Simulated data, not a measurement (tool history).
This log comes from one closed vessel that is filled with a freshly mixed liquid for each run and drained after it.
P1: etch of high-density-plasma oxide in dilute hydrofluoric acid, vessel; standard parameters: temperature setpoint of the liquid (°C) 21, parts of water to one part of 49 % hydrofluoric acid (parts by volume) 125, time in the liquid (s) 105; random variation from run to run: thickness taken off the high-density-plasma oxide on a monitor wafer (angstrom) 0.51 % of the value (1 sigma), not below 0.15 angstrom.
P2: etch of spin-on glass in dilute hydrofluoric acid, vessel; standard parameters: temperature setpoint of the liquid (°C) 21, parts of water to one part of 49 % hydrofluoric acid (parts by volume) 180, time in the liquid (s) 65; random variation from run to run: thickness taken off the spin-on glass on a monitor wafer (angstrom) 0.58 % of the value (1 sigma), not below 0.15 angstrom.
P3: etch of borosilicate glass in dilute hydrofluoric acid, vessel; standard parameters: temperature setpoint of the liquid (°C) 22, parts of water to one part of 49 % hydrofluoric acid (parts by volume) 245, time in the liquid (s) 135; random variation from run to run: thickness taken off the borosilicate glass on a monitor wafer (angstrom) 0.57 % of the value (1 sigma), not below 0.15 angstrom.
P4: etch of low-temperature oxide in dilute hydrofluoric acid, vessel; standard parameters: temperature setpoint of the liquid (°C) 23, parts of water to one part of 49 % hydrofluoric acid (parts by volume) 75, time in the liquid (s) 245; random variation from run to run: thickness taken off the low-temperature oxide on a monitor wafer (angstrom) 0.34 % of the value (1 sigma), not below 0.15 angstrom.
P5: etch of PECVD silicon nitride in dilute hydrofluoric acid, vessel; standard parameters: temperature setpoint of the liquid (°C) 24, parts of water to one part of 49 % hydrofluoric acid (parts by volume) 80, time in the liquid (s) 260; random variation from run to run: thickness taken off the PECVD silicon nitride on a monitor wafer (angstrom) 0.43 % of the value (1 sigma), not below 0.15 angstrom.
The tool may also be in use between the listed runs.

run,day,process that ran,temperature setpoint of the liquid (°C),parts of water to one part of 49 % hydrofluoric acid (parts by volume),time in the liquid (s),hours since the thermometer was replaced,hours since the hydrofluoric acid flow meter was replaced,thickness taken off the high-density-plasma oxide on a monitor wafer (angstrom),thickness taken off the low-temperature oxide on a monitor wafer (angstrom),thickness taken off the spin-on glass on a monitor wafer (angstrom),thickness taken off the borosilicate glass on a monitor wafer (angstrom),thickness taken off the PECVD silicon nitride on a monitor wafer (angstrom)
1,0.162,P1,21,125,105,1560.5,874.7,42.054,,,,
2,0.371,P1,21,200,155,1565.5,879.7,36.196,,,,
3,0.562,P1,21,195,105,1570.1,884.3,25.047,,,,
4,0.704,P4,23,140,245,1573.5,887.7,,164.34,,,
5,0.921,P2,25,180,65,1578.7,892.9,,,99.307,,
6,1.133,P1,17,125,105,1583.8,898,35.426,,,,
7,1.3,P1,21,125,105,1587.8,902,42.236,,,,
8,1.458,P4,23,75,245,1591.6,905.8,,333.95,,,
9,1.625,P2,21,180,65,1595.6,909.8,,,84.865,,
# day 1.704: thermometer replaced
10,1.762,P3,22,245,135,1.4,913.1,,,,123.63,
11,1.921,P3,22,145,135,5.2,916.9,,,,231.09,
12,2.021,P3,22,245,135,7.6,919.3,,,,123.82,
13,2.171,P1,25,125,105,11.2,922.9,49.23,,,,
14,2.292,P5,24,80,260,14.1,925.8,,,,,133.74
15,2.388,P5,24,80,455,16.4,928.1,,,,,233.86
16,2.554,P4,30.5,75,245,20.4,932.1,,443.36,,,
17,2.692,P3,22,245,255,23.7,935.4,,,,234.24,
18,2.883,P1,21,125,105,28.3,940,42.454,,,,
19,3.067,P1,21,125,55,32.7,944.4,22.167,,,,
20,3.204,P5,24,80,260,36,947.7,,,,,133.15
21,3.346,P2,21,180,30,39.4,951.1,,,39.304,,
22,3.488,P3,17,245,135,42.8,954.5,,,,101.97,
23,3.667,P2,21,30,65,47.1,958.8,,,605.94,,
24,3.788,P4,23,75,435,50,961.7,,589.16,,,
25,3.888,P1,21,65,105,52.4,964.1,87.505,,,,
26,4.033,P1,17.5,125,30,55.9,967.6,10.419,,,,
27,4.146,P2,21,180,65,58.6,970.3,,,84.595,,
28,4.362,P1,21,125,165,63.8,975.5,66.007,,,,
29,4.525,P5,19.5,80,260,67.7,979.4,,,,,97.807
30,4.625,P1,21,125,105,70.1,981.8,42.216,,,,
31,4.738,P5,24,140,260,72.8,984.5,,,,,77.618
32,4.9,P1,21,125,105,76.7,988.4,41.671,,,,
33,5.079,P1,21,125,105,81,992.7,44.004,,,,
34,5.258,P1,21,125,105,85.3,997,44.598,,,,
35,5.404,P1,21,125,105,88.8,1000.5,44.908,,,,
36,5.6,P1,21,125,105,93.5,1005.2,45.369,,,,
37,5.783,P1,21,125,105,97.9,1009.6,45.432,,,,
38,5.912,P1,21,125,105,101,1012.7,45.291,,,,
39,6.054,P1,21,125,105,104.4,1016.1,45.808,,,,

What P1 gives has crept away from where it was. These 2 causes fit the log equally well, each at the size given:
A: hydrofluoric acid flow above the setpoint (%) = 6.67
B: liquid hotter than its thermometer reads (K) = 1.85
Creep in the process output first set in at about day 4.9.

Of the 4 check runs listed below, each run on one wafer and each result written as a question mark, which would let you distinguish the listed causes because they would give clearly different results?
check 1,6.196,P3,18.5,245,135,,,,,,?,
check 2,6.196,P2,24.5,180,30,,,,,?,,
check 3,6.196,P4,23,140,245,,,,?,,,
check 4,6.196,P5,24,140,260,,,,,,,?

Outcome of each check run for each possible cause:
check,result,if A,if B
check 1,thickness taken off the borosilicate glass on a monitor wafer (angstrom),117.75,116.76
check 2,thickness taken off the spin-on glass on a monitor wafer (angstrom),48.506,48.072
check 3,thickness taken off the low-temperature oxide on a monitor wafer (angstrom),177.32,176.75
check 4,thickness taken off the PECVD silicon nitride on a monitor wafer (angstrom),81.914,86.551
Gap, in per cent, between the two causes that each check separates least, read from the result that separates them most: check 1 0.85 %; check 2 0.9 %; check 3 0.32 %; check 4 5.51 %
Of the check runs offered, only check 4 discriminates between the causes; the rest would read about the same regardless of which cause applies.

With check 4 done, the readings were: thickness taken off the PECVD silicon nitride on a monitor wafer (angstrom) 82.115. Identify which of the listed causes applies.

The correct cause is A, namely: hydrofluoric acid flow above the setpoint (%).
